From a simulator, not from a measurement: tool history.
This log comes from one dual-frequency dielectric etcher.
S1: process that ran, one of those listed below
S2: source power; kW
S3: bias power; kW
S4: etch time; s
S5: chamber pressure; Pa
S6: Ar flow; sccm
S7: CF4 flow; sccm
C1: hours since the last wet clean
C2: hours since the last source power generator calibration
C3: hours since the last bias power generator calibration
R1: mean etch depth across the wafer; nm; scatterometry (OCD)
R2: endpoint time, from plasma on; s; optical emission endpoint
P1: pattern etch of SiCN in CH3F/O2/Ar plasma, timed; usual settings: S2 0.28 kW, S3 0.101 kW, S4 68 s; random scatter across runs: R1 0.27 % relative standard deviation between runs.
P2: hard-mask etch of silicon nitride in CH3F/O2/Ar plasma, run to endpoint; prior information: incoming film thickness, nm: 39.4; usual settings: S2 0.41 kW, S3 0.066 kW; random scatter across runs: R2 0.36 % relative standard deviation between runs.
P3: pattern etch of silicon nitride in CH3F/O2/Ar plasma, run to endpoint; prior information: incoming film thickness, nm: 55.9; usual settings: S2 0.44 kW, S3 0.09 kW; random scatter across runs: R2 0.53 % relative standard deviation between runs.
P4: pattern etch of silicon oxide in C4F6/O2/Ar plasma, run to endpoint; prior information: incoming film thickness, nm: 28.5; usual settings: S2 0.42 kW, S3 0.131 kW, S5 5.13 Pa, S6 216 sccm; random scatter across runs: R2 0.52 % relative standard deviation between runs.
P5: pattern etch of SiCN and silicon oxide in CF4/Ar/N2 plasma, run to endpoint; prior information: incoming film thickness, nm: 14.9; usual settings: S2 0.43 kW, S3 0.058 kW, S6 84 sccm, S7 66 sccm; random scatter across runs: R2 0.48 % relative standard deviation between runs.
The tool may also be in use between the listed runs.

Run 1, hour 5.4: S1 P1, S2 0.28 kW, S3 0.101 kW, S4 68 s; C1 217.1; C2 1275.2; C3 2366.2. Result: R1 25.858 nm.
Run 2, hour 11.6: S1 P2, S2 0.41 kW, S3 0.066 kW; C1 223.3; C2 1281.4; C3 2372.4. Result: R2 57.583 s.
Run 3, hour 19.5: S1 P4, S2 0.42 kW, S3 0.097 kW, S5 5.13 Pa, S6 216 sccm; C1 231.2; C2 1289.3; C3 2380.3. Result: R2 10.209 s.
Run 4, hour 27.7: S1 P5, S2 0.43 kW, S3 0.058 kW, S6 84 sccm, S7 83 sccm; C1 239.4; C2 1297.5; C3 2388.5. Result: R2 18.344 s.
Run 5, hour 34.5: S1 P1, S2 0.28 kW, S3 0.101 kW, S4 68 s; C1 246.2; C2 1304.3; C3 2395.3. Result: R1 25.734 nm.
Run 6, hour 40.6: S1 P4, S2 0.51 kW, S3 0.131 kW, S5 5.13 Pa, S6 216 sccm; C1 252.3; C2 1310.4; C3 2401.4. Result: R2 8.5726 s.
Run 7, hour 47.4: S1 P1, S2 0.28 kW, S3 0.101 kW, S4 68 s; C1 259.1; C2 1317.2; C3 2408.2. Result: R1 25.792 nm.
Run 8, hour 55: S1 P4, S2 0.42 kW, S3 0.131 kW, S5 5.13 Pa, S6 302 sccm; C1 266.7; C2 1324.8; C3 2415.8. Result: R2 9.6992 s.
Run 9, hour 64.2: S1 P1, S2 0.28 kW, S3 0.101 kW, S4 68 s; C1 275.9; C2 1334; C3 2425. Result: R1 25.856 nm.
Run 10, hour 71.8: S1 P1, S2 0.28 kW, S3 0.101 kW, S4 68 s; C1 283.5; C2 1341.6; C3 2432.6. Result: R1 25.751 nm.
Run 11, hour 78.3: S1 P4, S2 0.42 kW, S3 0.131 kW, S5 7 Pa, S6 216 sccm; C1 290; C2 1348.1; C3 2439.1. Result: R2 9.6486 s.
Run 12, hour 84.5: S1 P3, S2 0.44 kW, S3 0.063 kW; C1 296.2; C2 1354.3; C3 2445.3. Result: R2 82.045 s.
Run 13, hour 89.6: S1 P4, S2 0.42 kW, S3 0.131 kW, S5 5.13 Pa, S6 216 sccm; C1 301.3; C2 1359.4; C3 2450.4. Result: R2 9.3552 s.
Run 14, hour 97.3: S1 P1, S2 0.19 kW, S3 0.101 kW, S4 83.5 s; C1 309; C2 1367.1; C3 2458.1. Result: R1 27.483 nm.
Run 15, hour 103.5: S1 P1, S2 0.28 kW, S3 0.12 kW, S4 68 s; C1 315.2; C2 1373.3; C3 2464.3. Result: R1 27.604 nm.
Run 16, hour 108.2: S1 P1, S2 0.28 kW, S3 0.101 kW, S4 37.5 s; C1 319.9; C2 1378; C3 2469. Result: R1 14.15 nm.
Run 17, hour 115.6: S1 P5, S2 0.43 kW, S3 0.058 kW, S6 84 sccm, S7 66 sccm; C1 327.3; C2 1385.4; C3 2476.4. Result: R2 18.927 s.
Run 18, hour 123.7: S1 P2, S2 0.41 kW, S3 0.066 kW; C1 335.4; C2 1393.5; C3 2484.5. Result: R2 57.558 s.
Run 19, hour 131.1: S1 P3, S2 0.26 kW, S3 0.09 kW; C1 342.8; C2 1400.9; C3 2491.9. Result: R2 89.273 s.
Run 20, hour 140.3: S1 P5, S2 0.43 kW, S3 0.058 kW, S6 84 sccm, S7 66 sccm; C1 352; C2 1410.1; C3 2501.1. Result: R2 18.842 s.
Run 21, hour 148.3: S1 P2, S2 0.41 kW, S3 0.093 kW; C1 360; C2 1418.1; C3 2509.1. Result: R2 50.494 s.
Run 22, hour 153.5: S1 P1, S2 0.28 kW, S3 0.068 kW, S4 68 s; C1 365.2; C2 1423.3; C3 2514.3. Result: R1 22.173 nm.
Run 23, hour 162: S1 P1, S2 0.2 kW, S3 0.101 kW, S4 68 s; C1 373.7; C2 1431.8; C3 2522.8. Result: R1 22.673 nm.
Run 24, hour 170.5: S1 P1, S2 0.28 kW, S3 0.101 kW, S4 68 s; C1 382.2; C2 1440.3; C3 2531.3. Result: R1 25.76 nm.
Run 25, hour 177.5: S1 P2, S2 0.58 kW, S3 0.066 kW; C1 389.2; C2 1447.3; C3 2538.3. Result: R2 50.153 s.
Run 26, hour 185.8: S1 P1, S2 0.28 kW, S3 0.101 kW, S4 68 s; C1 397.5; C2 1455.6; C3 2546.6. Result: R1 25.702 nm.
Run 27, hour 190.2: S1 P1, S2 0.33 kW, S3 0.101 kW, S4 68 s; C1 401.9; C2 1460; C3 2551. Result: R1 27.494 nm.
Run 28, hour 197.9: S1 P4, S2 0.42 kW, S3 0.131 kW, S5 5.13 Pa, S6 216 sccm; C1 409.6; C2 1467.7; C3 2558.7. Result: R2 9.3397 s.
Run 29, hour 202.6: S1 P5, S2 0.25 kW, S3 0.058 kW, S6 84 sccm, S7 66 sccm; C1 414.3; C2 1472.4; C3 2563.4. Result: R2 30.22 s.
Run 30, hour 208.3: S1 P5, S2 0.43 kW, S3 0.058 kW, S6 54 sccm, S7 66 sccm; C1 420; C2 1478.1; C3 2569.1. Result: R2 17.698 s.
Run 31, hour 217.5: S1 P5, S2 0.43 kW, S3 0.077 kW, S6 84 sccm, S7 66 sccm; C1 429.2; C2 1487.3; C3 2578.3. Result: R2 17.299 s.
Run 32, hour 221.7: S1 P3, S2 0.44 kW, S3 0.09 kW; C1 433.4; C2 1491.5; C3 2582.5. Result: R2 72.801 s.
Run 33, hour 226.1: S1 P1, S2 0.28 kW, S3 0.101 kW, S4 88 s; C1 437.8; C2 1495.9; C3 2586.9. Result: R1 33.325 nm.
Run 34, hour 235: S1 P1, S2 0.28 kW, S3 0.101 kW, S4 68 s; C1 446.7; C2 1504.8; C3 2595.8. Result: R1 25.601 nm.
Run 35, hour 243.7: S1 P1, S2 0.28 kW, S3 0.101 kW, S4 68 s; C1 455.4; C2 1513.5; C3 2604.5. Result: R1 25.914 nm.
Run 36, hour 247.8: S1 P1, S2 0.28 kW, S3 0.101 kW, S4 68 s; C1 459.5; C2 1517.6; C3 2608.6. Result: R1 26.008 nm.
Run 37, hour 257.1: S1 P1, S2 0.28 kW, S3 0.101 kW, S4 68 s; C1 468.8; C2 1526.9; C3 2617.9. Result: R1 26.061 nm.
At hour 258.1: wet clean of the chamber.
Run 38, hour 263.7: S1 P1, S2 0.28 kW, S3 0.101 kW, S4 68 s; C1 5.7; C2 1533.5; C3 2624.5. Result: R1 26.135 nm.
Run 39, hour 272.2: S1 P1, S2 0.28 kW, S3 0.101 kW, S4 68 s; C1 14.2; C2 1542; C3 2633. Result: R1 26.062 nm.
Run 40, hour 278.6: S1 P1, S2 0.28 kW, S3 0.101 kW, S4 68 s; C1 20.6; C2 1548.4; C3 2639.4. Result: R1 26.223 nm.
Run 41, hour 282.7: S1 P1, S2 0.28 kW, S3 0.101 kW, S4 68 s; C1 24.7; C2 1552.5; C3 2643.5. Result: R1 26.014 nm.
Run 42, hour 287.2: S1 P1, S2 0.28 kW, S3 0.101 kW, S4 68 s; C1 29.2; C2 1557; C3 2648. Result: R1 26.262 nm.
Run 43, hour 292.1: S1 P1, S2 0.28 kW, S3 0.101 kW, S4 68 s; C1 34.1; C2 1561.9; C3 2652.9. Result: R1 26.227 nm.
Run 44, hour 300.1: S1 P1, S2 0.28 kW, S3 0.101 kW, S4 68 s; C1 42.1; C2 1569.9; C3 2660.9. Result: R1 26.263 nm.

What P1 gives has crept away from where it was. These 2 causes fit the log equally well, each at the size given:
A: source power that arrives over what is set, % = 3.75
B: bias power that arrives over what is set, % = 3.55
Creep in the process output first set in at about hour 235.
Ruled out, with reasons:
chamber walls in a state that raises the etch rate, %: work on it at hour 258.1, done after the drift set in, did not restore what the process gave before

Consider the 4 check runs below, whose results appear as question marks and each of which averages 3 wafers. Which one distinguishes the causes, in that each cause would give it a clearly different result?
Run check 1, hour 308.1: S1 P5, S2 0.43 kW, S3 0.058 kW, S6 84 sccm, S7 66 sccm. Result: R2 ?.
Run check 2, hour 308.1: S1 P2, S2 0.41 kW, S3 0.066 kW. Result: R2 ?.
Run check 3, hour 308.1: S1 P4, S2 0.42 kW, S3 0.131 kW, S5 5.13 Pa, S6 216 sccm. Result: R2 ?.
Run check 4, hour 308.1: S1 P3, S2 0.44 kW, S3 0.09 kW. Result: R2 ?.

Predicted outcomes, by check and by cause:
  check  result    if A    if B
check 1      R2  18.258  18.658
check 2      R2  56.583  56.715
check 3      R2  9.2067  9.2475
check 4      R2  71.503  71.597
How far apart the two closest causes lie, in the result that separates them most: check 1 2.17 %; check 2 0.23 %; check 3 0.44 %; check 4 0.13 %
Of the check runs offered, only check 1 discriminates between the causes; the rest would read about the same regardless of which cause applies.

Then check 1 was run and gave: R2 18.65 s. Which cause is it?

Of the candidate causes, it is B: bias power that arrives over what is set, %.
